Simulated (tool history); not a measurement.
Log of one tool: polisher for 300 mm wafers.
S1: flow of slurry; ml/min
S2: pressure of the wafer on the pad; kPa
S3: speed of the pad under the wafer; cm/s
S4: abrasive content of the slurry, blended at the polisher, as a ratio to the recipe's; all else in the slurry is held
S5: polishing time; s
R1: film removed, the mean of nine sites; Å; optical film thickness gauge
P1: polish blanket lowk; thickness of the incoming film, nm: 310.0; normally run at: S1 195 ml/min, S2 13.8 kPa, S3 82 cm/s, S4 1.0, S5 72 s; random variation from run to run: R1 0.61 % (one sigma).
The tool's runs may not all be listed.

run	hour	S1	S2	S3	S4	S5	R1
1	3.8	195	13.8	82	1.0	72	271.940
2	7.8	195	13.8	56	1.0	72	203.080
3	13.6	195	22.1	82	1.0	72	437.190
4	20.7	195	13.8	82	1.0	72	271.950
5	28.1	270	13.8	82	1.0	72	280.520
6	35.1	195	13.8	82	1.0	32	121.090
7	40.3	195	13.8	82	1.4	72	313.380
8	46.2	195	13.8	82	1.0	72	272.280
9	50.8	285	13.8	82	1.3	72	316.000
10	56.2	195	6.2	82	1.0	72	122.360
11	63.2	195	13.8	82	1.0	112	421.100
12	67.2	255	13.8	82	1.2	72	303.170
13	71.8	195	13.8	126	1.0	72	384.540
14	78.0	140	13.8	82	1.0	72	254.390
15	82.9	195	8.3	82	1.0	44	99.106
16	90.0	195	13.8	82	0.6	72	207.730
17	97.1	195	13.8	82	1.0	72	271.470
18	100.8	195	13.8	82	1.0	72	272.490
19	104.5	195	13.8	82	1.0	72	267.660
20	111.3	195	13.8	82	1.0	72	258.700
21	118.5	195	13.8	82	1.0	72	250.990
# hour 122.6: worn pad replaced by a new one
22	125.1	195	13.8	82	1.0	72	249.660
23	131.8	195	13.8	82	1.0	72	248.170
24	138.4	195	13.8	82	1.0	72	245.910
# hour 139.3: slurry nozzle cleaned
# hour 142.7: conditioning disc replaced and pad reconditioned
25	145.7	195	13.8	82	1.0	72	244.470
26	149.4	195	13.8	82	1.0	72	246.190
27	156.7	195	13.8	82	1.0	72	241.410

What P1 gives has crept away from where it was. These 2 causes fit the log equally well, each at the size given:
A: head's pressure below its setpoint, % = 9.81
B: abrasive missing from the slurry, % = 19.3
The creep began at about hour 100.8.
Why every other cause is out:
removal rate lost through wear of the pad, %: serviced at hour 122.6, which brought nothing back
slurry flow missing at the pad, %: serviced at hour 139.3, which brought nothing back
time polished since the conditioner stopped cutting, s: serviced at hour 142.7, which brought nothing back

4 check runs are offered, each on 3 wafers whose results are averaged, their results left as question marks. Which one tells the causes apart?
check 1	164.0	195	20.0	82	0.6	72	?
check 2	164.0	195	6.2	82	1.0	72	?
check 3	164.0	195	17.2	82	1.0	32	?
check 4	164.0	195	13.8	120	1.0	109	?

What each check would give under each cause:
check	result	if A	if B
check 1	R1	273.200	265.940
check 2	R1	110.480	110.490
check 3	R1	136.390	136.400
check 4	R1	504.030	504.060
How far apart the two closest causes lie, in the result that separates them most: check 1 2.69 %; check 2 0.01 %; check 3 0.01 %; check 4 0.01 %
Check 1 tells the causes apart: in the others they would give nearly the same result.

Check 1 was then run and gave: R1 266.750 Å. Which cause is it?

It is B: abrasive missing from the slurry, %.
